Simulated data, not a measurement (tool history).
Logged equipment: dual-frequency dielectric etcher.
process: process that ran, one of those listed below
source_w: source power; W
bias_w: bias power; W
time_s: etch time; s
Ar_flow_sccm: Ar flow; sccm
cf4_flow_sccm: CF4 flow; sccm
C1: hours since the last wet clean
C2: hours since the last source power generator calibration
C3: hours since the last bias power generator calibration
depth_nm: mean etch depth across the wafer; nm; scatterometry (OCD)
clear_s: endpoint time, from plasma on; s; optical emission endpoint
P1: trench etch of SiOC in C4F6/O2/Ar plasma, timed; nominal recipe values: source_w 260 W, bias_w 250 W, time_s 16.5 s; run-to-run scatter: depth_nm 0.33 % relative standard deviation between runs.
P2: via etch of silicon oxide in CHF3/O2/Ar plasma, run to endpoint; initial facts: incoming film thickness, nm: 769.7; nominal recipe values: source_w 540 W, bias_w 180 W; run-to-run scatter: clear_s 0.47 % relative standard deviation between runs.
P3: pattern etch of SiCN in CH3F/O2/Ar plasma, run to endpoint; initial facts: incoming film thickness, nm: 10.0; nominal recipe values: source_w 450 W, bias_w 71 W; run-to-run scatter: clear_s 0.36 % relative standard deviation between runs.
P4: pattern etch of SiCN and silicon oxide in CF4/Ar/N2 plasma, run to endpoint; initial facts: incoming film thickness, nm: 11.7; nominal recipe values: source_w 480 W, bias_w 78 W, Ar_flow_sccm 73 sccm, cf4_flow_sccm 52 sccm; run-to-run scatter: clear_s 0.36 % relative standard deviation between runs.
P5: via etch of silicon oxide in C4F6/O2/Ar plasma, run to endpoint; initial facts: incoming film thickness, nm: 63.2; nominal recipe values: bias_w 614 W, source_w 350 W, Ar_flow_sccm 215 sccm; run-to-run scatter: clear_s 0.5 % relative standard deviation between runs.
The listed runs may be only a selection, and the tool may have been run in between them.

run 1 hour=16.1 | process=P1 source_w=260 bias_w=250 time_s=16.5 | C1=125.2 C2=601.3 C3=778.1 | depth_nm=32.117
run 2 hour=33.4 | process=P5 source_w=350 bias_w=614 Ar_flow_sccm=296 | C1=142.5 C2=618.6 C3=795.4 | clear_s=13.823
run 3 hour=41.2 | process=P1 source_w=260 bias_w=250 time_s=16.5 | C1=150.3 C2=626.4 C3=803.2 | depth_nm=31.990
run 4 hour=51.6 | process=P4 source_w=480 bias_w=78 Ar_flow_sccm=44 cf4_flow_sccm=52 | C1=160.7 C2=636.8 C3=813.6 | clear_s=11.682
run 5 hour=66.8 | process=P1 source_w=260 bias_w=250 time_s=16.5 | C1=175.9 C2=652.0 C3=828.8 | depth_nm=32.167
run 6 hour=82.7 | process=P4 source_w=480 bias_w=78 Ar_flow_sccm=73 cf4_flow_sccm=73 | C1=191.8 C2=667.9 C3=844.7 | clear_s=12.073
run 7 hour=99.7 | process=P1 source_w=260 bias_w=250 time_s=16.5 | C1=208.8 C2=684.9 C3=861.7 | depth_nm=32.179
run 8 hour=109.7 | process=P1 source_w=260 bias_w=250 time_s=16.5 | C1=218.8 C2=694.9 C3=871.7 | depth_nm=32.210
run 9 hour=123.4 | process=P4 source_w=480 bias_w=78 Ar_flow_sccm=73 cf4_flow_sccm=52 | C1=232.5 C2=708.6 C3=885.4 | clear_s=12.554
run 10 hour=132.0 | process=P1 source_w=260 bias_w=148 time_s=16.5 | C1=241.1 C2=717.2 C3=894.0 | depth_nm=26.874
run 11 hour=145.8 | process=P1 source_w=260 bias_w=326 time_s=16.5 | C1=254.9 C2=731.0 C3=907.8 | depth_nm=35.023
run 12 hour=154.0 | process=P5 source_w=480 bias_w=614 Ar_flow_sccm=215 | C1=263.1 C2=739.2 C3=916.0 | clear_s=11.725
run 13 hour=171.7 | process=P1 source_w=260 bias_w=250 time_s=10.5 | C1=280.8 C2=756.9 C3=933.7 | depth_nm=20.301
run 14 hour=184.3 | process=P3 source_w=450 bias_w=98 | C1=293.4 C2=769.5 C3=946.3 | clear_s=22.974
run 15 hour=200.9 | process=P4 source_w=330 bias_w=78 Ar_flow_sccm=73 cf4_flow_sccm=52 | C1=310.0 C2=786.1 C3=962.9 | clear_s=17.536
run 16 hour=211.6 | process=P1 source_w=260 bias_w=158 time_s=23.5 | C1=320.7 C2=796.8 C3=973.6 | depth_nm=39.174
run 17 hour=229.5 | process=P2 source_w=770 bias_w=180 | C1=338.6 C2=814.7 C3=991.5 | clear_s=355.190
run 18 hour=243.8 | process=P1 source_w=260 bias_w=250 time_s=16.5 | C1=352.9 C2=829.0 C3=1005.8 | depth_nm=32.255
run 19 hour=261.7 | process=P2 source_w=540 bias_w=112 | C1=370.8 C2=846.9 C3=1023.7 | clear_s=476.390
run 20 hour=278.5 | process=P1 source_w=360 bias_w=250 time_s=16.5 | C1=387.6 C2=863.7 C3=1040.5 | depth_nm=36.345
run 21 hour=290.7 | process=P1 source_w=260 bias_w=250 time_s=23.0 | C1=399.8 C2=875.9 C3=1052.7 | depth_nm=44.806
run 22 hour=299.1 | process=P5 source_w=350 bias_w=357 Ar_flow_sccm=215 | C1=408.2 C2=884.3 C3=1061.1 | clear_s=16.222
run 23 hour=307.2 | process=P5 source_w=350 bias_w=614 Ar_flow_sccm=215 | C1=416.3 C2=892.4 C3=1069.2 | clear_s=13.202
run 24 hour=320.5 | process=P3 source_w=610 bias_w=71 | C1=429.6 C2=905.7 C3=1082.5 | clear_s=22.909
run 25 hour=334.1 | process=P3 source_w=450 bias_w=71 | C1=443.2 C2=919.3 C3=1096.1 | clear_s=25.649
run 26 hour=344.2 | process=P2 source_w=540 bias_w=180 | C1=453.3 C2=929.4 C3=1106.2 | clear_s=405.590
run 27 hour=357.6 | process=P1 source_w=200 bias_w=250 time_s=16.5 | C1=466.7 C2=942.8 C3=1119.6 | depth_nm=29.109
run 28 hour=374.7 | process=P4 source_w=480 bias_w=110 Ar_flow_sccm=73 cf4_flow_sccm=52 | C1=483.8 C2=959.9 C3=1136.7 | clear_s=11.181

What will run 29 give?
run 29 hour=391.5 | process=P1 source_w=260 bias_w=250 time_s=16.5 | C1=500.6 C2=976.7 C3=1153.5 | depth_nm=?

depth_nm: 32.131 nm
